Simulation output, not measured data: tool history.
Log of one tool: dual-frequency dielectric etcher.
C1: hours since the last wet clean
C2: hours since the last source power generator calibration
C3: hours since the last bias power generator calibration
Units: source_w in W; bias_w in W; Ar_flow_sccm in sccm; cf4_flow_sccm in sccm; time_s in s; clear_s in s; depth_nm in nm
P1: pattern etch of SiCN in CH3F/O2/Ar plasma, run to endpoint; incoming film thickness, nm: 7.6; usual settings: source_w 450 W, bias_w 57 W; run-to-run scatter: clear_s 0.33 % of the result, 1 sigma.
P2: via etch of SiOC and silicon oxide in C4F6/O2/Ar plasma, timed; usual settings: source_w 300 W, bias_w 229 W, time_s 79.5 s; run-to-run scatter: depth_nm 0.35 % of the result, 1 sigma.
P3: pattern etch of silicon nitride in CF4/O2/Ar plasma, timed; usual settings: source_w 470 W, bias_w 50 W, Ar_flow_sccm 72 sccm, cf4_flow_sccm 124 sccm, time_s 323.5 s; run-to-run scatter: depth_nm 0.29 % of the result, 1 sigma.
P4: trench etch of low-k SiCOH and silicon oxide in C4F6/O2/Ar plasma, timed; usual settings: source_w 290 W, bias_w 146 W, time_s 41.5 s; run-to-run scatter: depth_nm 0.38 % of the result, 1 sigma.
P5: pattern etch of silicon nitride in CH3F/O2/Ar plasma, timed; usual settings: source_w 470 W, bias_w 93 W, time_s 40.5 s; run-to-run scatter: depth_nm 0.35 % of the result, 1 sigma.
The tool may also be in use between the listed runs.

{"run": 1, "hour": 4.6, "process": "P1", "source_w": 450, "bias_w": 57, "C1": 165.1, "C2": 2672, "C3": 1465.7, "clear_s": 21.177}
{"run": 2, "hour": 10.6, "process": "P1", "source_w": 450, "bias_w": 45, "C1": 171.1, "C2": 2678, "C3": 1471.7, "clear_s": 22.724}
{"run": 3, "hour": 16.5, "process": "P1", "source_w": 450, "bias_w": 57, "C1": 177, "C2": 2683.9, "C3": 1477.6, "clear_s": 21.109}
{"run": 4, "hour": 25.3, "process": "P3", "source_w": 470, "bias_w": 31, "Ar_flow_sccm": 72, "cf4_flow_sccm": 124, "time_s": 323.5, "C1": 185.8, "C2": 2692.7, "C3": 1486.4, "depth_nm": 521.55}
{"run": 5, "hour": 34.1, "process": "P5", "source_w": 470, "bias_w": 93, "time_s": 40.5, "C1": 194.6, "C2": 2701.5, "C3": 1495.2, "depth_nm": 32.514}
{"run": 6, "hour": 43.2, "process": "P4", "source_w": 290, "bias_w": 112, "time_s": 41.5, "C1": 203.7, "C2": 2710.6, "C3": 1504.3, "depth_nm": 98.046}
{"hour": 46.5, "done": "wet clean of the chamber"}
{"run": 7, "hour": 50.3, "process": "P1", "source_w": 450, "bias_w": 57, "C1": 3.9, "C2": 2717.7, "C3": 1511.4, "clear_s": 21.15}
{"run": 8, "hour": 59.0, "process": "P1", "source_w": 370, "bias_w": 57, "C1": 12.6, "C2": 2726.4, "C3": 1520.1, "clear_s": 22.858}
{"run": 9, "hour": 68.0, "process": "P1", "source_w": 450, "bias_w": 57, "C1": 21.6, "C2": 2735.4, "C3": 1529.1, "clear_s": 21.121}
{"run": 10, "hour": 73.6, "process": "P5", "source_w": 290, "bias_w": 93, "time_s": 40.5, "C1": 27.2, "C2": 2741, "C3": 1534.7, "depth_nm": 27.143}
{"run": 11, "hour": 82.8, "process": "P1", "source_w": 450, "bias_w": 57, "C1": 36.4, "C2": 2750.2, "C3": 1543.9, "clear_s": 21.161}
{"run": 12, "hour": 92.8, "process": "P5", "source_w": 470, "bias_w": 93, "time_s": 30, "C1": 46.4, "C2": 2760.2, "C3": 1553.9, "depth_nm": 24.147}
{"run": 13, "hour": 97.5, "process": "P3", "source_w": 470, "bias_w": 50, "Ar_flow_sccm": 95, "cf4_flow_sccm": 124, "time_s": 323.5, "C1": 51.1, "C2": 2764.9, "C3": 1558.6, "depth_nm": 596.93}
{"run": 14, "hour": 107.5, "process": "P2", "source_w": 300, "bias_w": 229, "time_s": 51.5, "C1": 61.1, "C2": 2774.9, "C3": 1568.6, "depth_nm": 54.929}
{"run": 15, "hour": 112.1, "process": "P2", "source_w": 170, "bias_w": 229, "time_s": 79.5, "C1": 65.7, "C2": 2779.5, "C3": 1573.2, "depth_nm": 68.846}
{"run": 16, "hour": 121.7, "process": "P1", "source_w": 350, "bias_w": 48, "C1": 75.3, "C2": 2789.1, "C3": 1582.8, "clear_s": 24.746}
{"run": 17, "hour": 128.4, "process": "P1", "source_w": 450, "bias_w": 70, "C1": 82, "C2": 2795.8, "C3": 1589.5, "clear_s": 19.824}
{"run": 18, "hour": 133.3, "process": "P1", "source_w": 360, "bias_w": 43, "C1": 86.9, "C2": 2800.7, "C3": 1594.4, "clear_s": 25.346}
{"run": 19, "hour": 140.3, "process": "P3", "source_w": 630, "bias_w": 50, "Ar_flow_sccm": 72, "cf4_flow_sccm": 124, "time_s": 323.5, "C1": 93.9, "C2": 2807.7, "C3": 1601.4, "depth_nm": 794.97}
{"run": 20, "hour": 146.1, "process": "P2", "source_w": 300, "bias_w": 229, "time_s": 79.5, "C1": 99.7, "C2": 2813.5, "C3": 1607.2, "depth_nm": 84.966}
{"run": 21, "hour": 155.4, "process": "P5", "source_w": 470, "bias_w": 93, "time_s": 40.5, "C1": 109, "C2": 2822.8, "C3": 1616.5, "depth_nm": 32.742}
{"run": 22, "hour": 161.6, "process": "P5", "source_w": 470, "bias_w": 128, "time_s": 40.5, "C1": 115.2, "C2": 2829, "C3": 1622.7, "depth_nm": 36.651}
{"run": 23, "hour": 171.0, "process": "P3", "source_w": 470, "bias_w": 50, "Ar_flow_sccm": 72, "cf4_flow_sccm": 124, "time_s": 323.5, "C1": 124.6, "C2": 2838.4, "C3": 1632.1, "depth_nm": 612.37}
{"run": 24, "hour": 181.3, "process": "P4", "source_w": 290, "bias_w": 146, "time_s": 41.5, "C1": 134.9, "C2": 2848.7, "C3": 1642.4, "depth_nm": 106.79}
{"run": 25, "hour": 191.1, "process": "P1", "source_w": 450, "bias_w": 57, "C1": 144.7, "C2": 2858.5, "C3": 1652.2, "clear_s": 21.147}
{"run": 26, "hour": 199.6, "process": "P1", "source_w": 320, "bias_w": 77, "C1": 153.2, "C2": 2867, "C3": 1660.7, "clear_s": 21.734}
{"run": 27, "hour": 204.9, "process": "P2", "source_w": 300, "bias_w": 306, "time_s": 79.5, "C1": 158.5, "C2": 2872.3, "C3": 1666, "depth_nm": 94.429}
{"run": 28, "hour": 215.3, "process": "P1", "source_w": 630, "bias_w": 57, "C1": 168.9, "C2": 2882.7, "C3": 1676.4, "clear_s": 18.569}
{"run": 29, "hour": 220.9, "process": "P4", "source_w": 180, "bias_w": 146, "time_s": 41.5, "C1": 174.5, "C2": 2888.3, "C3": 1682, "depth_nm": 88.358}
{"run": 30, "hour": 230.0, "process": "P3", "source_w": 470, "bias_w": 50, "Ar_flow_sccm": 72, "cf4_flow_sccm": 98, "time_s": 323.5, "C1": 183.6, "C2": 2897.4, "C3": 1691.1, "depth_nm": 601.27}
{"run": 31, "hour": 234.5, "process": "P4", "source_w": 290, "bias_w": 146, "time_s": 52.5, "C1": 188.1, "C2": 2901.9, "C3": 1695.6, "depth_nm": 134.5}
{"run": 32, "hour": 245.0, "process": "P4", "source_w": 290, "bias_w": 146, "time_s": 41.5, "C1": 198.6, "C2": 2912.4, "C3": 1706.1, "depth_nm": 106.84}
{"run": 33, "hour": 253.4, "process": "P3", "source_w": 470, "bias_w": 50, "Ar_flow_sccm": 72, "cf4_flow_sccm": 124, "time_s": 415, "C1": 207, "C2": 2920.8, "C3": 1714.5, "depth_nm": 790.92}
{"run": 34, "hour": 262.2, "process": "P1", "source_w": 450, "bias_w": 57, "C1": 215.8, "C2": 2929.6, "C3": 1723.3, "clear_s": 21.187}
{"run": 35, "hour": 269.0, "process": "P1", "source_w": 450, "bias_w": 57, "C1": 222.6, "C2": 2936.4, "C3": 1730.1, "clear_s": 21.211}
{"run": 36, "hour": 274.9, "process": "P1", "source_w": 450, "bias_w": 57, "C1": 228.5, "C2": 2942.3, "C3": 1736, "clear_s": 21.409}
{"run": 37, "hour": 279.8, "process": "P1", "source_w": 450, "bias_w": 57, "C1": 233.4, "C2": 2947.2, "C3": 1740.9, "clear_s": 21.265}
{"run": 38, "hour": 288.2, "process": "P1", "source_w": 450, "bias_w": 57, "C1": 241.8, "C2": 2955.6, "C3": 1749.3, "clear_s": 21.395}
{"run": 39, "hour": 298.4, "process": "P1", "source_w": 450, "bias_w": 57, "C1": 252, "C2": 2965.8, "C3": 1759.5, "clear_s": 21.357}

The next listed run, before its measurement:
{"run": 40, "hour": 304.1, "process": "P1", "source_w": 450, "bias_w": 57, "C1": 257.7, "C2": 2971.5, "C3": 1765.2, "clear_s": "?"}

{"run 40": {"clear_s": 21.531}}
